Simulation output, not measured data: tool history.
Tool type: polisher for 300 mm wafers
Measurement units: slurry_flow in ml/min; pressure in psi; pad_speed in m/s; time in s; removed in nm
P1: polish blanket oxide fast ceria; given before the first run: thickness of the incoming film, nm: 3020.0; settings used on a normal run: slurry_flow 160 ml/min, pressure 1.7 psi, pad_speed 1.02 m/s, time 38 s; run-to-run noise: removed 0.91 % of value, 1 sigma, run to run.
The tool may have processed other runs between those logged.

run  hour  slurry_flow  pressure  pad_speed  time  wafers polished on this pad  hours since the slurry nozzle was cleaned  hours since the head pressure was calibrated  removed
  1   6.7          160       1.7       1.02    38                          200                                      198.7                                         658.3   394.09
  2  14.6          160       2.5       1.02    38                          279                                      206.6                                         666.2   578.26
  3  23.7          160       1.7       1.02    59                          369                                      215.7                                         675.3   603.59
  4  30.9          110       1.7       1.02    38                          441                                      222.9                                         682.5   366.38
  5  36.6          160       1.7       0.52    38                          498                                      228.6                                         688.2   201.22
  6  45.2          160       1.1       1.02    38                          583                                      237.2                                         696.8   253.69
  7  51.3          160       1.7       1.02    38                          644                                      243.3                                         702.9   391.94
  8  59.8          160       1.7       1.02    38                          728                                      251.8                                         711.4   391.95
  9  64.0          235       1.7       1.02    38                          770                                      256.0                                         715.6   412.14
 10  70.2           95       1.0       1.02    38                          832                                      262.2                                         721.8   206.21
 11  78.6          160       1.7       1.36    38                          915                                      270.6                                         730.2   522.56
 12  86.7           95       1.7       1.02    20                          996                                      278.7                                         738.3   182.72
 13  92.0          160       1.7       1.02    17                         1049                                      284.0                                         743.6   175.65

For run 14, what comes out?
 14  98.8          160       1.7       1.02    38                         1116                                      290.8                                         750.4        ?

Run 14 came out at removed 397.14 nm.

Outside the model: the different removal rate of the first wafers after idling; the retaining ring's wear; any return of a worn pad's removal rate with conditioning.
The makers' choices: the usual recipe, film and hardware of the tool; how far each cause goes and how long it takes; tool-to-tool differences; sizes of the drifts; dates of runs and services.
